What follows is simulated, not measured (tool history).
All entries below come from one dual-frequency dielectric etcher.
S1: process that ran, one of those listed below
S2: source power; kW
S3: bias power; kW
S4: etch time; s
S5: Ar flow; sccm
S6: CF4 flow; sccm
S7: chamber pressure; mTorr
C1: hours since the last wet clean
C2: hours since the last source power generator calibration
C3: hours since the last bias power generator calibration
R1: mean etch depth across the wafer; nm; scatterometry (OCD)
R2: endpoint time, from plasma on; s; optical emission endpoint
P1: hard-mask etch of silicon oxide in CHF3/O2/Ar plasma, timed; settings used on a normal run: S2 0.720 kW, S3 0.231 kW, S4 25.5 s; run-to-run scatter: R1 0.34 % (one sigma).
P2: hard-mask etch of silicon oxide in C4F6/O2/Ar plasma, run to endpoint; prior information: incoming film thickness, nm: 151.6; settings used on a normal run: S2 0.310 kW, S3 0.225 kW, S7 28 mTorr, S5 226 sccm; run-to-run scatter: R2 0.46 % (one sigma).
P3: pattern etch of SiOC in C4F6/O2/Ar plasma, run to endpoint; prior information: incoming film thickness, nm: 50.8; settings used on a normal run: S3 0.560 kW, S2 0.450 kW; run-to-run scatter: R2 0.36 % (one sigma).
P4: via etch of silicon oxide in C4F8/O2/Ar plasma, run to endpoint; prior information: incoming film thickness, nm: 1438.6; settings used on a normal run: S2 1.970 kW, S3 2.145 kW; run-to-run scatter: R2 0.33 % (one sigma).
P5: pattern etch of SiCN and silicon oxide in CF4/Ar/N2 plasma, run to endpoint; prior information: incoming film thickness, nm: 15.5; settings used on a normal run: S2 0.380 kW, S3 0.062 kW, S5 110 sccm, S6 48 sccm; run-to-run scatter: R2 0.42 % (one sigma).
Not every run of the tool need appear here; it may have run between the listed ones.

{"run": 1, "hour": 12.1, "S1": "P1", "S2": 0.72, "S3": 0.231, "S4": 25.5, "C1": 325.0, "C2": 1284.2, "C3": 1881.4, "R1": 58.96}
{"run": 2, "hour": 19.6, "S1": "P5", "S2": 0.38, "S3": 0.062, "S5": 110, "S6": 68, "C1": 332.5, "C2": 1291.7, "C3": 1888.9, "R2": 22.478}
{"run": 3, "hour": 30.3, "S1": "P5", "S2": 0.38, "S3": 0.087, "S5": 110, "S6": 48, "C1": 343.2, "C2": 1302.4, "C3": 1899.6, "R2": 21.007}
{"run": 4, "hour": 45.8, "S1": "P1", "S2": 0.72, "S3": 0.231, "S4": 25.5, "C1": 358.7, "C2": 1317.9, "C3": 1915.1, "R1": 58.811}
{"hour": 57.6, "done": "source power generator calibrated"}
{"run": 5, "hour": 60.5, "S1": "P1", "S2": 0.72, "S3": 0.231, "S4": 25.5, "C1": 373.4, "C2": 2.9, "C3": 1929.8, "R1": 59.068}
{"run": 6, "hour": 71.0, "S1": "P5", "S2": 0.53, "S3": 0.062, "S5": 110, "S6": 48, "C1": 383.9, "C2": 13.4, "C3": 1940.3, "R2": 17.624}
{"run": 7, "hour": 79.6, "S1": "P4", "S2": 1.97, "S3": 2.832, "C1": 392.5, "C2": 22.0, "C3": 1948.9, "R2": 255.96}
{"run": 8, "hour": 89.3, "S1": "P1", "S2": 0.98, "S3": 0.231, "S4": 25.5, "C1": 402.2, "C2": 31.7, "C3": 1958.6, "R1": 65.978}
{"run": 9, "hour": 100.9, "S1": "P2", "S2": 0.31, "S3": 0.225, "S5": 226, "S7": 28, "C1": 413.8, "C2": 43.3, "C3": 1970.2, "R2": 49.21}
{"run": 10, "hour": 116.5, "S1": "P1", "S2": 0.72, "S3": 0.231, "S4": 36.0, "C1": 429.4, "C2": 58.9, "C3": 1985.8, "R1": 83.116}
{"run": 11, "hour": 126.6, "S1": "P2", "S2": 0.31, "S3": 0.225, "S5": 226, "S7": 35, "C1": 439.5, "C2": 69.0, "C3": 1995.9, "R2": 50.591}
{"run": 12, "hour": 141.8, "S1": "P4", "S2": 1.97, "S3": 2.145, "C1": 454.7, "C2": 84.2, "C3": 2011.1, "R2": 278.91}
{"run": 13, "hour": 157.5, "S1": "P3", "S2": 0.45, "S3": 0.56, "C1": 470.4, "C2": 99.9, "C3": 2026.8, "R2": 15.443}
{"run": 14, "hour": 165.4, "S1": "P1", "S2": 0.72, "S3": 0.231, "S4": 14.0, "C1": 478.3, "C2": 107.8, "C3": 2034.7, "R1": 32.185}
{"run": 15, "hour": 175.9, "S1": "P1", "S2": 0.72, "S3": 0.231, "S4": 25.5, "C1": 488.8, "C2": 118.3, "C3": 2045.2, "R1": 58.718}
{"run": 16, "hour": 186.7, "S1": "P3", "S2": 0.45, "S3": 0.56, "C1": 499.6, "C2": 129.1, "C3": 2056.0, "R2": 15.555}
{"run": 17, "hour": 201.1, "S1": "P5", "S2": 0.38, "S3": 0.062, "S5": 153, "S6": 48, "C1": 514.0, "C2": 143.5, "C3": 2070.4, "R2": 25.141}
{"run": 18, "hour": 214.5, "S1": "P1", "S2": 0.56, "S3": 0.231, "S4": 35.0, "C1": 527.4, "C2": 156.9, "C3": 2083.8, "R1": 74.006}
{"run": 19, "hour": 225.1, "S1": "P4", "S2": 1.53, "S3": 2.145, "C1": 538.0, "C2": 167.5, "C3": 2094.4, "R2": 307.8}
{"run": 20, "hour": 234.5, "S1": "P1", "S2": 0.91, "S3": 0.27, "S4": 25.5, "C1": 547.4, "C2": 176.9, "C3": 2103.8, "R1": 67.947}
{"run": 21, "hour": 243.0, "S1": "P1", "S2": 0.72, "S3": 0.311, "S4": 25.5, "C1": 555.9, "C2": 185.4, "C3": 2112.3, "R1": 65.548}
{"run": 22, "hour": 255.5, "S1": "P2", "S2": 0.31, "S3": 0.308, "S5": 226, "S7": 28, "C1": 568.4, "C2": 197.9, "C3": 2124.8, "R2": 43.472}
{"run": 23, "hour": 263.8, "S1": "P1", "S2": 0.45, "S3": 0.231, "S4": 25.5, "C1": 576.7, "C2": 206.2, "C3": 2133.1, "R1": 49.257}
{"run": 24, "hour": 273.2, "S1": "P3", "S2": 0.55, "S3": 0.56, "C1": 586.1, "C2": 215.6, "C3": 2142.5, "R2": 14.339}
{"run": 25, "hour": 287.0, "S1": "P2", "S2": 0.43, "S3": 0.225, "S5": 226, "S7": 28, "C1": 599.9, "C2": 229.4, "C3": 2156.3, "R2": 43.344}
{"run": 26, "hour": 298.8, "S1": "P5", "S2": 0.38, "S3": 0.062, "S5": 110, "S6": 48, "C1": 611.7, "C2": 241.2, "C3": 2168.1, "R2": 23.699}
{"run": 27, "hour": 309.2, "S1": "P1", "S2": 0.72, "S3": 0.166, "S4": 25.5, "C1": 622.1, "C2": 251.6, "C3": 2178.5, "R1": 52.547}
{"run": 28, "hour": 325.0, "S1": "P3", "S2": 0.45, "S3": 0.399, "C1": 637.9, "C2": 267.4, "C3": 2194.3, "R2": 17.632}
{"run": 29, "hour": 331.8, "S1": "P2", "S2": 0.31, "S3": 0.225, "S5": 318, "S7": 28, "C1": 644.7, "C2": 274.2, "C3": 2201.1, "R2": 50.624}
{"run": 30, "hour": 340.3, "S1": "P1", "S2": 0.51, "S3": 0.231, "S4": 19.0, "C1": 653.2, "C2": 282.7, "C3": 2209.6, "R1": 38.422}
{"run": 31, "hour": 347.8, "S1": "P1", "S2": 0.72, "S3": 0.231, "S4": 25.5, "C1": 660.7, "C2": 290.2, "C3": 2217.1, "R1": 58.721}
{"run": 32, "hour": 360.7, "S1": "P1", "S2": 0.72, "S3": 0.231, "S4": 25.5, "C1": 673.6, "C2": 303.1, "C3": 2230.0, "R1": 58.894}
{"run": 33, "hour": 369.3, "S1": "P1", "S2": 0.72, "S3": 0.231, "S4": 25.5, "C1": 682.2, "C2": 311.7, "C3": 2238.6, "R1": 58.516}
{"run": 34, "hour": 384.2, "S1": "P1", "S2": 0.72, "S3": 0.231, "S4": 25.5, "C1": 697.1, "C2": 326.6, "C3": 2253.5, "R1": 58.27}
{"run": 35, "hour": 396.5, "S1": "P1", "S2": 0.72, "S3": 0.231, "S4": 25.5, "C1": 709.4, "C2": 338.9, "C3": 2265.8, "R1": 57.805}
{"run": 36, "hour": 409.9, "S1": "P1", "S2": 0.72, "S3": 0.231, "S4": 25.5, "C1": 722.8, "C2": 352.3, "C3": 2279.2, "R1": 58.208}

The next listed run, before its measurement:
{"run": 37, "hour": 416.8, "S1": "P1", "S2": 0.72, "S3": 0.231, "S4": 25.5, "C1": 729.7, "C2": 359.2, "C3": 2286.1, "R1": "?"}

R1: 57.820 nm
